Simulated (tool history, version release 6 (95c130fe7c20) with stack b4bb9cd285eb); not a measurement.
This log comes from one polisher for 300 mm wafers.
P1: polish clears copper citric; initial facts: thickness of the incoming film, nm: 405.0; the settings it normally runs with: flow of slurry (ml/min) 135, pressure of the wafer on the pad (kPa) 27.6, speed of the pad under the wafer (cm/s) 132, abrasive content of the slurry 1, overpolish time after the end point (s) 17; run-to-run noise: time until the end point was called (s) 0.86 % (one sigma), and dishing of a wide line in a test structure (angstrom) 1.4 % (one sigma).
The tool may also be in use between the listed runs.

run   hour  flow of slurry (ml/min)  pressure of the wafer on the pad (kPa)  speed of the pad under the wafer (cm/s)  abrasive content of the slurry  overpolish time after the end point (s)  wafers polished on this pad  hours since the slurry nozzle was cleaned  hours since the head pressure was calibrated  hours since the slurry blender was calibrated  time until the end point was called (s)  dishing of a wide line in a test structure (angstrom)
  1   11.3                      135                                    27.6                                      132                               1                                       17                          493                                       51.5                                         789.2                                          101.6                                   94.257                                                 393.62
  2   18.4                      135                                    27.6                                      132                               1                                       17                          566                                       58.6                                         796.3                                          108.7                                    93.41                                                 395.17
  3   23.7                      195                                    27.6                                      132                               1                                       17                          621                                       63.9                                         801.6                                            114                                   87.794                                                 407.24
  4   29.1                      135                                    27.6                                      132                               1                                       17                          676                                       69.3                                           807                                          119.4                                   94.627                                                 406.67
  5   34.9                      135                                    27.6                                       70                               1                                       17                          736                                       75.1                                         812.8                                          125.2                                   174.08                                                 252.12
  6   43.1                      190                                    17.9                                      132                               1                                       17                          821                                       83.3                                           821                                          133.4                                   136.79                                                  302.6
  7   54.4                      135                                    27.6                                      132                               1                                       17                          937                                       94.6                                         832.3                                          144.7                                   93.561                                                 397.53
  8   61.3                      135                                    27.6                                      132                               1                                       27                         1009                                      101.5                                         839.2                                          151.6                                   92.955                                                 530.59
  9   72.7                      135                                    27.6                                      132                               1                                       17                         1126                                      112.9                                         850.6                                            163                                   93.485                                                 402.03
 10   79.4                      135                                    42.7                                      132                               1                                       17                         1195                                      119.6                                         857.3                                          169.7                                   60.945                                                 553.58
 11   85.4                      135                                    27.6                                      184                               1                                       17                         1257                                      125.6                                         863.3                                          175.7                                   68.013                                                 490.28
 12     92                      135                                    27.6                                      132                               1                                       17                         1325                                      132.2                                         869.9                                          182.3                                   94.888                                                  408.6
 13  102.8                       80                                    27.6                                      132                               1                                       17                         1437                                        143                                         880.7                                          193.1                                   107.46                                                 365.91

Expected results for the next run?
     102.9  -- head pressure recalibrated
     103.5  -- slurry blender recalibrated
 14  112.2                      135                                    12.4                                      132                               1                                       17                         1534                                      152.4                                           9.3                                            8.8                                        ?                                                      ?

{"run 14": {"time until the end point was called (s)": 204.15, "dishing of a wide line in a test structure (angstrom)": 207.6}}
